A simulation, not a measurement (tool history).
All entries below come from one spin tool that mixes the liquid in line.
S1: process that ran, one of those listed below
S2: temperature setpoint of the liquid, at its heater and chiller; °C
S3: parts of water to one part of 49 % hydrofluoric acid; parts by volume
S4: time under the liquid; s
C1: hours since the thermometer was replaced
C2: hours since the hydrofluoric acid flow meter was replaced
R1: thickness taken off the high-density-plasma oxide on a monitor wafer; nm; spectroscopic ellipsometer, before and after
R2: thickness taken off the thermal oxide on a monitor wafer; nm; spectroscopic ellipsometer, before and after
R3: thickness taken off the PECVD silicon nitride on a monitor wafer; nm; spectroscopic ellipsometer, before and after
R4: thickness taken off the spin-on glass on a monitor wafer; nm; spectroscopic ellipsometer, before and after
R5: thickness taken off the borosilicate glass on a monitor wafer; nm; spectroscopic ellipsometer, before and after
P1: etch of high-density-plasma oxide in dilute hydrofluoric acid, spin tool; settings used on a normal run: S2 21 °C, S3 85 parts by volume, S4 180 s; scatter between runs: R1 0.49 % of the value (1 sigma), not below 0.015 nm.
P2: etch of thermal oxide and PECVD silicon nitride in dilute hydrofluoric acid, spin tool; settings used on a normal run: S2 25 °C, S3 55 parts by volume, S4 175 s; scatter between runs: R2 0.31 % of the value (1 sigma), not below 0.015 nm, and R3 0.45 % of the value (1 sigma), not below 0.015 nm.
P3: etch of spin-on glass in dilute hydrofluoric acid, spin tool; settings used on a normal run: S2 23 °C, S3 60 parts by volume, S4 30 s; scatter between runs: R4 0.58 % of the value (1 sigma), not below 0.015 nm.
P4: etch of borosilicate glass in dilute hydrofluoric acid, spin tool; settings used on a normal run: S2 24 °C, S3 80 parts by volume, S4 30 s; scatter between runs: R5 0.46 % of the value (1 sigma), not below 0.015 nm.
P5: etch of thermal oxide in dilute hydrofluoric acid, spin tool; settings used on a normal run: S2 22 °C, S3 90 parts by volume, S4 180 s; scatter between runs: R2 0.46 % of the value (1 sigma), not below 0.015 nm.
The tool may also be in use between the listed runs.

Run 1, day 0.438: S1 P1, S2 21 °C, S3 85 parts by volume, S4 180 s; C1 1423.2; C2 156. Result: R1 21.347 nm.
Run 2, day 1.1: S1 P2, S2 25 °C, S3 75 parts by volume, S4 175 s; C1 1439.1; C2 171.9. Result: R2 11.827 nm, R3 9.0778 nm.
Run 3, day 1.633: S1 P1, S2 17 °C, S3 85 parts by volume, S4 180 s; C1 1451.9; C2 184.7. Result: R1 18.111 nm.
Run 4, day 2.121: S1 P2, S2 21 °C, S3 55 parts by volume, S4 175 s; C1 1463.6; C2 196.4. Result: R2 14.136 nm, R3 9.4396 nm.
Run 5, day 2.679: S1 P3, S2 23 °C, S3 95 parts by volume, S4 30 s; C1 1477; C2 209.8. Result: R4 11.566 nm.
Run 6, day 3.258: S1 P3, S2 29 °C, S3 60 parts by volume, S4 30 s; C1 1490.9; C2 223.7. Result: R4 24.397 nm.
Run 7, day 3.646: S1 P3, S2 23 °C, S3 60 parts by volume, S4 30 s; C1 1500.2; C2 233. Result: R4 18.975 nm.
Run 8, day 4.088: S1 P1, S2 21 °C, S3 85 parts by volume, S4 180 s; C1 1510.8; C2 243.6. Result: R1 21.232 nm.
Run 9, day 4.488: S1 P4, S2 24 °C, S3 20 parts by volume, S4 30 s; C1 1520.4; C2 253.2. Result: R5 57.387 nm.
Run 10, day 5.179: S1 P2, S2 25 °C, S3 55 parts by volume, S4 175 s; C1 1537; C2 269.8. Result: R2 16.587 nm, R3 12.388 nm.
At day 5.379: hydrofluoric acid flow meter replaced.
Run 11, day 5.821: S1 P2, S2 25 °C, S3 55 parts by volume, S4 175 s; C1 1552.4; C2 10.6. Result: R2 16.768 nm, R3 12.299 nm.
Run 12, day 6.212: S1 P5, S2 22 °C, S3 90 parts by volume, S4 30 s; C1 1561.8; C2 20. Result: R2 1.4942 nm.
Run 13, day 6.612: S1 P1, S2 21 °C, S3 85 parts by volume, S4 180 s; C1 1571.4; C2 29.6. Result: R1 21.36 nm.
Run 14, day 6.933: S1 P5, S2 22 °C, S3 90 parts by volume, S4 180 s; C1 1579.1; C2 37.3. Result: R2 9.07 nm.
Run 15, day 7.467: S1 P1, S2 21 °C, S3 85 parts by volume, S4 60 s; C1 1591.9; C2 50.1. Result: R1 7.1604 nm.
Run 16, day 7.858: S1 P1, S2 21 °C, S3 85 parts by volume, S4 180 s; C1 1601.3; C2 59.5. Result: R1 21.328 nm.
Run 17, day 8.212: S1 P1, S2 26.5 °C, S3 85 parts by volume, S4 260 s; C1 1609.8; C2 68. Result: R1 38.461 nm.
Run 18, day 8.654: S1 P4, S2 24 °C, S3 80 parts by volume, S4 30 s; C1 1620.4; C2 78.6. Result: R5 13.344 nm.
Run 19, day 9.092: S1 P4, S2 30 °C, S3 80 parts by volume, S4 30 s; C1 1630.9; C2 89.1. Result: R5 16.678 nm.
Run 20, day 9.583: S1 P1, S2 21 °C, S3 85 parts by volume, S4 180 s; C1 1642.7; C2 100.9. Result: R1 21.254 nm.
Run 21, day 9.95: S1 P2, S2 25 °C, S3 55 parts by volume, S4 30 s; C1 1651.5; C2 109.7. Result: R2 2.8764 nm, R3 2.1274 nm.
Run 22, day 10.621: S1 P5, S2 22 °C, S3 145 parts by volume, S4 180 s; C1 1667.6; C2 125.8. Result: R2 5.2656 nm.
Run 23, day 11.038: S1 P1, S2 21 °C, S3 85 parts by volume, S4 305 s; C1 1677.6; C2 135.8. Result: R1 35.898 nm.
Run 24, day 11.55: S1 P1, S2 29 °C, S3 85 parts by volume, S4 180 s; C1 1689.9; C2 148.1. Result: R1 29.254 nm.
Run 25, day 11.883: S1 P5, S2 27.5 °C, S3 90 parts by volume, S4 180 s; C1 1697.9; C2 156.1. Result: R2 11.246 nm.
Run 26, day 12.321: S1 P1, S2 21 °C, S3 85 parts by volume, S4 180 s; C1 1708.4; C2 166.6. Result: R1 21.304 nm.
Run 27, day 12.696: S1 P1, S2 21 °C, S3 20 parts by volume, S4 180 s; C1 1717.4; C2 175.6. Result: R1 99.045 nm.
Run 28, day 13.025: S1 P1, S2 21 °C, S3 130 parts by volume, S4 310 s; C1 1725.3; C2 183.5. Result: R1 22.773 nm.
Run 29, day 13.688: S1 P1, S2 21 °C, S3 125 parts by volume, S4 180 s; C1 1741.2; C2 199.4. Result: R1 13.789 nm.
Run 30, day 14.254: S1 P4, S2 24 °C, S3 80 parts by volume, S4 55 s; C1 1754.8; C2 213. Result: R5 24.49 nm.
Run 31, day 14.596: S1 P3, S2 23 °C, S3 60 parts by volume, S4 55 s; C1 1763; C2 221.2. Result: R4 35.046 nm.
Run 32, day 15.071: S1 P5, S2 22 °C, S3 90 parts by volume, S4 180 s; C1 1774.4; C2 232.6. Result: R2 9.0977 nm.
Run 33, day 15.546: S1 P1, S2 21 °C, S3 85 parts by volume, S4 180 s; C1 1785.8; C2 244. Result: R1 21.195 nm.
Run 34, day 15.996: S1 P1, S2 21 °C, S3 85 parts by volume, S4 180 s; C1 1796.6; C2 254.8. Result: R1 21.289 nm.
Run 35, day 16.446: S1 P1, S2 21 °C, S3 85 parts by volume, S4 180 s; C1 1807.4; C2 265.6. Result: R1 21.617 nm.
Run 36, day 17.129: S1 P1, S2 21 °C, S3 85 parts by volume, S4 180 s; C1 1823.8; C2 282. Result: R1 22.166 nm.
Run 37, day 17.721: S1 P1, S2 21 °C, S3 85 parts by volume, S4 180 s; C1 1838; C2 296.2. Result: R1 22.434 nm.
Run 38, day 18.183: S1 P1, S2 21 °C, S3 85 parts by volume, S4 180 s; C1 1849.1; C2 307.3. Result: R1 22.517 nm.
Run 39, day 18.821: S1 P1, S2 21 °C, S3 85 parts by volume, S4 180 s; C1 1864.4; C2 322.6. Result: R1 22.301 nm.
Run 40, day 19.2: S1 P1, S2 21 °C, S3 85 parts by volume, S4 180 s; C1 1873.5; C2 331.7. Result: R1 22.445 nm.
Run 41, day 19.862: S1 P1, S2 21 °C, S3 85 parts by volume, S4 180 s; C1 1889.4; C2 347.6. Result: R1 22.486 nm.
Run 42, day 20.321: S1 P1, S2 21 °C, S3 85 parts by volume, S4 180 s; C1 1900.4; C2 358.6. Result: R1 22.416 nm.
Run 43, day 20.617: S1 P1, S2 21 °C, S3 85 parts by volume, S4 180 s; C1 1907.5; C2 365.7. Result: R1 22.703 nm.
Run 44, day 21: S1 P1, S2 21 °C, S3 85 parts by volume, S4 180 s; C1 1916.7; C2 374.9. Result: R1 22.668 nm.
Run 45, day 21.388: S1 P1, S2 21 °C, S3 85 parts by volume, S4 180 s; C1 1926; C2 384.2. Result: R1 22.42 nm.

Compared with where it was, what P1 gives has crept away. Each cause listed below fits the log as well as the rest, at the size given for it:
A: hydrofluoric acid flow above the setpoint (%) = 5.7
B: liquid hotter than its thermometer reads (K) = 1.49
The process output started creeping at around day 15.996.

4 check runs are offered, one wafer each, their results left as question marks. Which one tells the causes apart?
Run check 1, day 21.775: S1 P3, S2 23 °C, S3 60 parts by volume, S4 30 s. Result: R4 ?.
Run check 2, day 21.775: S1 P2, S2 25 °C, S3 55 parts by volume, S4 175 s. Result: R2 ?, R3 ?.
Run check 3, day 21.775: S1 P4, S2 24 °C, S3 80 parts by volume, S4 30 s. Result: R5 ?.
Run check 4, day 21.775: S1 P5, S2 22 °C, S3 90 parts by volume, S4 180 s. Result: R2 ?.

Check results expected under each cause:
  check  result    if A    if B
check 1      R4  20.185  20.211
check 2      R2  17.701  17.713
check 2      R3  13.028   13.62
check 3      R5   14.08  14.061
check 4      R2   9.611  9.6008
Distance between the nearest two causes, measured in the result of the check that separates them most: check 1 0.13 %; check 2 4.44 %; check 3 0.13 %; check 4 0.11 %
Only in check 2 would the causes give clearly different results; in the remaining checks their results would be nearly the same.

The results of check 2 are: R2 17.79 nm; R3 13.574 nm. Based on these, which of the listed causes is it?

Of the candidate causes, it is B: liquid hotter than its thermometer reads (K).
